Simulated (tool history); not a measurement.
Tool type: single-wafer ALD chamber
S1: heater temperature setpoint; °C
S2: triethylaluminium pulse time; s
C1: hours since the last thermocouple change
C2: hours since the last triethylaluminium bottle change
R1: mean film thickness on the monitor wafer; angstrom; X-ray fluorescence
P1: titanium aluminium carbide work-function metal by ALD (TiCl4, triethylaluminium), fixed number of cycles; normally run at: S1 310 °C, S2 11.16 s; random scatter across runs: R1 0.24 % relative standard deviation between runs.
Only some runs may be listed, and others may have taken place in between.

| run | hour | S1 | S2 | C1 | C2 | R1 |
|---|---|---|---|---|---|---|
| 1 | 15.8 | 310 | 11.16 | 330.6 | 371.8 | 21.243 |
| 2 | 27.3 | 291 | 5.52 | 342.1 | 383.3 | 16.988 |
|  | 36.9 | thermocouple changed; heater temperature recalibrated |
| 3 | 42.5 | 310 | 11.16 | 5.6 | 398.5 | 21.278 |
| 4 | 52.1 | 310 | 11.16 | 15.2 | 408.1 | 21.148 |
| 5 | 61.1 | 290 | 11.16 | 24.2 | 417.1 | 19.368 |
| 6 | 72.8 | 310 | 14.47 | 35.9 | 428.8 | 21.465 |
| 7 | 88.1 | 310 | 11.16 | 51.2 | 444.1 | 21.153 |
| 8 | 99.7 | 310 | 11.16 | 62.8 | 455.7 | 21.179 |
| 9 | 116.1 | 310 | 4.98 | 79.2 | 472.1 | 17.823 |
| 10 | 126.3 | 335 | 11.16 | 89.4 | 482.3 | 23.433 |
| 11 | 142.1 | 310 | 11.16 | 105.2 | 498.1 | 21.222 |
| 12 | 153.4 | 310 | 11.16 | 116.5 | 509.4 | 21.136 |
| 13 | 167.6 | 310 | 11.16 | 130.7 | 523.6 | 20.944 |
| 14 | 176.9 | 310 | 11.16 | 140.0 | 532.9 | 21.063 |
| 15 | 193.7 | 310 | 11.16 | 156.8 | 549.7 | 20.818 |
| 16 | 209.9 | 310 | 11.16 | 173.0 | 565.9 | 20.733 |
| 17 | 226.2 | 310 | 11.16 | 189.3 | 582.2 | 20.724 |
| 18 | 240.4 | 310 | 11.16 | 203.5 | 596.4 | 20.707 |
| 19 | 252.6 | 310 | 11.16 | 215.7 | 608.6 | 20.729 |

Compared with where it was, what P1 gives has crept away. Each cause listed below fits the log as well as the rest, at the size given for it:
A: triethylaluminium dose below that of a fresh bottle (%) = 17.7
B: wafer temperature below the value expected at the setpoint (K) = 5.06
The process output started creeping at around hour 153.4.

4 check runs are offered, one wafer each, their results left as question marks. Which one tells the causes apart?
| check 1 | 264.8 | 310 | 5.89 |  |  | ? |
| check 2 | 264.8 | 294 | 11.16 |  |  | ? |
| check 3 | 264.8 | 334 | 11.16 |  |  | ? |
| check 4 | 264.8 | 295 | 11.16 |  |  | ? |

If the cause were each of the candidates in turn, the checks would give the following:
| check | result | if A | if B |
|---|---|---|---|
| check 1 | R1 | 17.583 | 18.413 |
| check 2 | R1 | 19.357 | 19.334 |
| check 3 | R1 | 22.847 | 22.887 |
| check 4 | R1 | 19.443 | 19.421 |
Separation of the two closest causes in each check, using whichever result separates them best: check 1 4.61 %; check 2 0.12 %; check 3 0.17 %; check 4 0.11 %
Of the check runs offered, only check 1 discriminates between the causes; the rest would read about the same regardless of which cause applies.

Check 1 was carried out, with these results: R1 17.598 angstrom. Which of the listed causes is responsible?

It was cause A: triethylaluminium dose below that of a fresh bottle (%).
